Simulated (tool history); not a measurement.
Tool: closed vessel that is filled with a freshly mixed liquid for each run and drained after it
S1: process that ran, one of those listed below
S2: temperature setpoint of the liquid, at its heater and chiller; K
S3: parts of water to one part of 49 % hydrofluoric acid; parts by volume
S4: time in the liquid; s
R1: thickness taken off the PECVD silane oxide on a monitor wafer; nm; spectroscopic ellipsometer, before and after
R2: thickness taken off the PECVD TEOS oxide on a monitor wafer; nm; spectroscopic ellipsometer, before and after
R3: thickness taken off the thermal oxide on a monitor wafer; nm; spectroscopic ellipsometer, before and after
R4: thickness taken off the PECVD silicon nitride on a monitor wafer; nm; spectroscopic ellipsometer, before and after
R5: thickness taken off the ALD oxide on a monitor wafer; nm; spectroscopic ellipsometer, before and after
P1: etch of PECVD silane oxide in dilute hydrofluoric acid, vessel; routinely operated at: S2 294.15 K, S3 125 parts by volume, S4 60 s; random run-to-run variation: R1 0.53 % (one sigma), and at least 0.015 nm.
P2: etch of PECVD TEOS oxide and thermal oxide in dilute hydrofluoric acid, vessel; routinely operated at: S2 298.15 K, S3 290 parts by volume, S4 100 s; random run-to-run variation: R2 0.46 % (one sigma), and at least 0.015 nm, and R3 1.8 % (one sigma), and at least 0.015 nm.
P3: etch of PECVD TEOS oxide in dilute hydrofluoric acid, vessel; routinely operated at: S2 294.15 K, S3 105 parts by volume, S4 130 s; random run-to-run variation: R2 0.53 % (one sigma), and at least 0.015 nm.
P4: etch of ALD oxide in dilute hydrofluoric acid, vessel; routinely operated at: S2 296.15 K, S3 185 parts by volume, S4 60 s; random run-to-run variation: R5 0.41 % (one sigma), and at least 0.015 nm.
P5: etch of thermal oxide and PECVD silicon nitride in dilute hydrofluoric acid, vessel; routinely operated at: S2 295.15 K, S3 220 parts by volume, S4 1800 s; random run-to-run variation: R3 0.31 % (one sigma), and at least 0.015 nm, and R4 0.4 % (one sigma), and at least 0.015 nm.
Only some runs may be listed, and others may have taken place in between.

run	hour	S1	S2	S3	S4	R1	R2	R3	R4	R5
1	5.8	P1	294.15	125	60	11.027				
2	12.6	P1	294.15	125	60	10.932				
3	17.3	P1	301.15	125	60	14.156				
4	24.1	P1	294.15	125	85	15.409				
# hour 25.6: thermometer replaced
5	28.3	P1	290.15	125	60	9.3078				
6	33	P1	301.15	125	100	23.929				
7	38.8	P3	294.15	105	30		3.9811			
8	45.1	P2	298.15	290	100		6.1478	1.3764		
9	48.8	P5	295.15	220	3475			58.039	42.576	
10	55.5	P1	294.15	125	30	5.4108				
11	59.2	P1	294.15	125	60	10.811				
12	65.4	P5	295.15	365	1800			15.895	13.498	
13	69	P4	296.15	185	60					7.707
14	72.7	P1	294.15	215	60	5.7407				
15	76.2	P2	298.15	290	100		6.1307	1.3458		
16	80.2	P2	298.15	290	165		10.189	2.2155		
17	84	P2	298.15	75	100		30.247	6.6267		
18	91.1	P4	290.15	185	60					6.0234
19	97.8	P5	295.15	220	1800			30.015	22.061	
20	101.8	P5	295.15	220	1800			30.017	22.292	
21	108.2	P2	306.65	290	100		8.0901	1.7584		
22	111.4	P3	294.15	105	130		17.281			
23	114.6	P5	290.15	220	1800			24.739	16.038	
24	121.7	P1	301.65	40	60	51.581				
25	128.8	P3	294.15	190	130		8.7819			
26	133.8	P1	294.15	125	60	10.888				
27	140.6	P1	294.15	55	60	27.026				
28	144.5	P4	296.15	35	60					48.254
29	151.4	P1	290.15	50	60	25.297				
30	155.9	P3	300.15	105	130		21.955			
31	159.8	P4	296.15	185	30					3.8037

Run 32 comes next. What will it give?
32	166.7	P1	294.15	125	60	?				

{"run 32": {"R1": 10.936}}

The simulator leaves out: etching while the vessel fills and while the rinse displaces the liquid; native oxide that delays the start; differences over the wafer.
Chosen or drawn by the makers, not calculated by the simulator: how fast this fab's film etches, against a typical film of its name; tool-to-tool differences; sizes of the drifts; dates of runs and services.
